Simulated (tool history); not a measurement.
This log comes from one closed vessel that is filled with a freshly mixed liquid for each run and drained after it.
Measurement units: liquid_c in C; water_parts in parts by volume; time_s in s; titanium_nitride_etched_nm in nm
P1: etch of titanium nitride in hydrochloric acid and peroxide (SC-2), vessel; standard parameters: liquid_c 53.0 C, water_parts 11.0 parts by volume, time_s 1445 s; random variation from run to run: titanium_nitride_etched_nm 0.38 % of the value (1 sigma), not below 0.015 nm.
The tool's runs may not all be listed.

| run | hour | liquid_c | water_parts | time_s | hours since the thermometer was replaced | hours since the chemicals flow meter was replaced | hours since the drum of peroxide was connected | titanium_nitride_etched_nm |
|---|---|---|---|---|---|---|---|---|
| 1 | 2.3 | 53.0 | 11.0 | 1445 | 300.2 | 298.6 | 304.7 | 25.8230 |
| 2 | 5.9 | 53.0 | 11.0 | 1445 | 303.8 | 302.2 | 308.3 | 25.7890 |
| 3 | 9.8 | 53.0 | 11.0 | 1445 | 307.7 | 306.1 | 312.2 | 25.6570 |
| 4 | 14.5 | 53.0 | 11.0 | 2360 | 312.4 | 310.8 | 316.9 | 42.0510 |
| 5 | 16.9 | 53.0 | 4.0 | 1445 | 314.8 | 313.2 | 319.3 | 55.8150 |
| 6 | 21.3 | 53.0 | 11.0 | 575 | 319.2 | 317.6 | 323.7 | 10.2300 |
|  | 22.4 | new drum of peroxide connected |
| 7 | 24.3 | 65.0 | 11.0 | 1445 | 322.2 | 320.6 | 1.9 | 54.6900 |
| 8 | 28.6 | 53.0 | 11.0 | 1445 | 326.5 | 324.9 | 6.2 | 25.6390 |
| 9 | 31.4 | 38.5 | 11.0 | 1445 | 329.3 | 327.7 | 9.0 | 9.4846 |
| 10 | 36.3 | 53.0 | 11.0 | 1445 | 334.2 | 332.6 | 13.9 | 25.4020 |
| 11 | 39.8 | 53.0 | 17.5 | 1445 | 337.7 | 336.1 | 17.4 | 17.1580 |
| 12 | 43.5 | 37.5 | 4.0 | 1445 | 341.4 | 339.8 | 21.1 | 19.2530 |
| 13 | 45.7 | 53.0 | 11.0 | 1445 | 343.6 | 342.0 | 23.3 | 25.7160 |
| 14 | 49.7 | 53.0 | 11.0 | 1445 | 347.6 | 346.0 | 27.3 | 25.5400 |
| 15 | 53.5 | 53.0 | 11.0 | 1445 | 351.4 | 349.8 | 31.1 | 24.5810 |
| 16 | 56.2 | 53.0 | 11.0 | 1445 | 354.1 | 352.5 | 33.8 | 24.4110 |
| 17 | 59.2 | 53.0 | 11.0 | 1445 | 357.1 | 355.5 | 36.8 | 23.7850 |
| 18 | 62.7 | 53.0 | 11.0 | 1445 | 360.6 | 359.0 | 40.3 | 23.3540 |
|  | 66.9 | new drum of peroxide connected |
| 19 | 67.4 | 53.0 | 11.0 | 1445 | 365.3 | 363.7 | 0.5 | 23.2170 |
| 20 | 69.8 | 53.0 | 11.0 | 1445 | 367.7 | 366.1 | 2.9 | 23.3800 |
| 21 | 73.8 | 53.0 | 11.0 | 1445 | 371.7 | 370.1 | 6.9 | 23.0430 |
| 22 | 76.0 | 53.0 | 11.0 | 1445 | 373.9 | 372.3 | 9.1 | 23.0720 |
| 23 | 80.4 | 53.0 | 11.0 | 1445 | 378.3 | 376.7 | 13.5 | 23.2670 |

Compared with where it was, what P1 gives has crept away. Each cause listed below fits the log as well as the rest, at the size given for it:
A: chemicals flow below the setpoint (%) = 11.6
B: liquid colder than its thermometer reads (K) = 1.6
The gradual shift began around hour 49.7.
Each remaining cause and why it is not a fit:
peroxide weaker than its label (%): serviced at hour 66.9, which brought nothing back

The 4 check runs listed below each average the results of 2 wafers, and their outcomes are marked with question marks. Under which run would the listed causes produce clearly different results?
| check 1 | 84.8 | 45.5 | 11.0 | 2255 |  |  |  | ? |
| check 2 | 84.8 | 53.0 | 4.0 | 1445 |  |  |  | ? |
| check 3 | 84.8 | 60.5 | 6.5 | 1445 |  |  |  | ? |
| check 4 | 84.8 | 53.0 | 14.5 | 2160 |  |  |  | ? |

Outcome of each check run for each possible cause:
| check | result | if A | if B |
|---|---|---|---|
| check 1 | titanium_nitride_etched_nm | 21.7980 | 21.6890 |
| check 2 | titanium_nitride_etched_nm | 51.1020 | 50.0220 |
| check 3 | titanium_nitride_etched_nm | 57.6080 | 57.3250 |
| check 4 | titanium_nitride_etched_nm | 27.0840 | 27.1900 |
Distance between the nearest two causes, measured in the result of the check that separates them most: check 1 0.5 %; check 2 2.14 %; check 3 0.49 %; check 4 0.39 %
The other checks would show nearly matching results whichever cause is true, so check 2 is the only one that separates the causes.

Running check 2 produced the following: titanium_nitride_etched_nm 50.9800 nm. Which one of the listed causes fits?

The correct cause is A, namely: chemicals flow below the setpoint (%).
